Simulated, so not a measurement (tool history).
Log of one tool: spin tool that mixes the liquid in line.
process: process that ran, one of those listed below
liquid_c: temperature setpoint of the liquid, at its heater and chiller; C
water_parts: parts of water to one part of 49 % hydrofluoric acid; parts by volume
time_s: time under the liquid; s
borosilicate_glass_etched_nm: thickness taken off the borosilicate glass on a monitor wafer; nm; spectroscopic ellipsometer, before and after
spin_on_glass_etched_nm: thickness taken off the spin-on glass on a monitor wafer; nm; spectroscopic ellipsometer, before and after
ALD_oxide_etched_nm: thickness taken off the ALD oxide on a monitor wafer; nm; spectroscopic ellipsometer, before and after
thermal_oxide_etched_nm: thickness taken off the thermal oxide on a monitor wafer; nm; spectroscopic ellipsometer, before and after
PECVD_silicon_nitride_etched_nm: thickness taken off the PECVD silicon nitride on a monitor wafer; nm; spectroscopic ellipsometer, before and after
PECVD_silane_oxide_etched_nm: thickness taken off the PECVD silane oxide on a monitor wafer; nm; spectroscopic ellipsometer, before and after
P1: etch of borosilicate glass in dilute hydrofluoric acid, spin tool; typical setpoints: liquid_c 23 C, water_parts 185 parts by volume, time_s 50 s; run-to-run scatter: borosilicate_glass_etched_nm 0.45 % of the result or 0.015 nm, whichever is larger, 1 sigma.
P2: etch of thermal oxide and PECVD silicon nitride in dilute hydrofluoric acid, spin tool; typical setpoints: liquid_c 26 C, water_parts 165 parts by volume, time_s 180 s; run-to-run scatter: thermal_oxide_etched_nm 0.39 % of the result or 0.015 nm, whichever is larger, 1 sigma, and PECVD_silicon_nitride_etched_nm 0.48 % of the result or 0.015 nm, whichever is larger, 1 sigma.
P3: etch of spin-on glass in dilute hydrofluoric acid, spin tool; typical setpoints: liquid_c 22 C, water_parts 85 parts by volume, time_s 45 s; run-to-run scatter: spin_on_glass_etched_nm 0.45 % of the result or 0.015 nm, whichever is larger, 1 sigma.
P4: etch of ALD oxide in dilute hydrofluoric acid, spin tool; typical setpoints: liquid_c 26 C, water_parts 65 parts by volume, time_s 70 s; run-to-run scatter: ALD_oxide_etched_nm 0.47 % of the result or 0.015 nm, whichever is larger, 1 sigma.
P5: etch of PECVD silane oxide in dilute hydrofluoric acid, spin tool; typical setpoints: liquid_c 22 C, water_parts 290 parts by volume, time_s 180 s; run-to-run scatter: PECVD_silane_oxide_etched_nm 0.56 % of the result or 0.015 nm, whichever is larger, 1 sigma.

run,hour,process,liquid_c,water_parts,time_s,hours since the thermometer was replaced,hours since the hydrofluoric acid flow meter was replaced,borosilicate_glass_etched_nm,spin_on_glass_etched_nm,ALD_oxide_etched_nm,thermal_oxide_etched_nm,PECVD_silicon_nitride_etched_nm,PECVD_silane_oxide_etched_nm
1,4.2,P1,23,185,50,747.1,91.5,9.1684,,,,,
2,11.2,P1,23,185,50,754.1,98.5,9.1332,,,,,
3,15.7,P1,19,185,50,758.6,103,7.9039,,,,,
4,22.6,P3,27,85,45,765.5,109.9,,22.163,,,,
5,27.6,P1,29.5,185,50,770.5,114.9,11.633,,,,,
6,32.1,P4,26,115,70,775,119.4,,,6.998,,,
7,39.3,P1,23,270,50,782.2,126.6,5.763,,,,,
8,44.7,P2,26,75,180,787.6,132,,,,13.13,10.48,
9,48.3,P4,26,65,70,791.2,135.6,,,13.205,,,
10,54,P4,26,65,130,796.9,141.3,,,24.122,,,
11,61,P2,26,165,270,803.9,148.3,,,,8.0155,7.1609,
12,64.8,P3,22,25,45,807.7,152.1,,67.512,,,,
13,68.3,P1,23,185,50,811.2,155.6,9.2476,,,,,
14,75,P4,20.5,65,70,817.9,162.3,,,10.475,,,
15,78.6,P5,22,290,345,821.5,165.9,,,,,,45.371
16,84,P1,23,185,15,826.9,171.3,2.7261,,,,,
17,87.6,P4,26,65,70,830.5,174.9,,,13.123,,,
18,93,P2,26,165,180,835.9,180.3,,,,5.3867,4.766,
19,100.5,P5,27.5,290,180,843.4,187.8,,,,,,28.867
20,107.9,P1,23,185,50,850.8,195.2,9.1766,,,,,
21,112.2,P1,26.5,185,70,855.1,199.5,14.624,,,,,
22,116.6,P1,23,185,50,859.5,203.9,9.104,,,,,
23,122.9,P1,29.5,185,75,865.8,210.2,17.354,,,,,
24,128.4,P5,22,290,180,871.3,215.7,,,,,,23.617
25,132.1,P1,23,185,80,875,219.4,14.678,,,,,
26,135.9,P3,22,85,45,878.8,223.2,,18.419,,,,
27,140.4,P1,23,110,50,883.3,227.7,16.731,,,,,
28,146.2,P2,33.5,165,180,889.1,233.5,,,,7.0129,7.5946,
29,151.8,P5,22,110,180,894.7,239.1,,,,,,74.752
30,156.4,P5,22,290,180,899.3,243.7,,,,,,23.522
31,162,P3,22,85,65,904.9,249.3,,26.417,,,,
32,169.8,P1,23,185,50,912.7,257.1,9.114,,,,,
33,173.7,P1,23,185,50,916.6,261,9.166,,,,,
34,179.3,P1,23,185,50,922.2,266.6,9.5207,,,,,
35,185.2,P1,23,185,50,928.1,272.5,9.771,,,,,
36,189.5,P1,23,185,50,932.4,276.8,9.8303,,,,,
37,195.6,P1,23,185,50,938.5,282.9,9.9578,,,,,
38,200.7,P1,23,185,50,943.6,288,9.8925,,,,,
39,207.3,P1,23,185,50,950.2,294.6,9.9585,,,,,
40,213.2,P1,23,185,50,956.1,300.5,9.8947,,,,,

P1 no longer gives what it gave before; its output has crept away from where it was. The following 2 causes, each at its listed size, fit the log equally well:
A: liquid hotter than its thermometer reads (K) = 2.26
B: hydrofluoric acid flow above the setpoint (%) = 7.3
The process output started creeping at around hour 173.7.

Of the 4 check runs listed below, each run on one wafer and each result written as a question mark, which would let you distinguish the listed causes because they would give clearly different results?
check 1,219.1,P5,27.5,125,180,,,,,,,,?
check 2,219.1,P4,26,115,125,,,,,?,,,
check 3,219.1,P3,26,85,45,,,,?,,,,
check 4,219.1,P2,29,165,180,,,,,,?,?,

Expected result of each check under each candidate cause:
check,result,if A,if B
check 1,PECVD_silane_oxide_etched_nm,87.82,87.587
check 2,ALD_oxide_etched_nm,13.547,13.47
check 3,spin_on_glass_etched_nm,23.583,23.349
check 4,thermal_oxide_etched_nm,6.4641,6.4935
check 4,PECVD_silicon_nitride_etched_nm,6.59,6.1697
Gap, in per cent, between the two causes that each check separates least, read from the result that separates them most: check 1 0.27 %; check 2 0.57 %; check 3 1 %; check 4 6.59 %
Check 4 is the one run that separates the causes; every other check would come out nearly the same whichever cause is at work.

Here is what check 4 returned: thermal_oxide_etched_nm 6.5187 nm; PECVD_silicon_nitride_etched_nm 6.1451 nm. Which cause is it?

It is B: hydrofluoric acid flow above the setpoint (%).
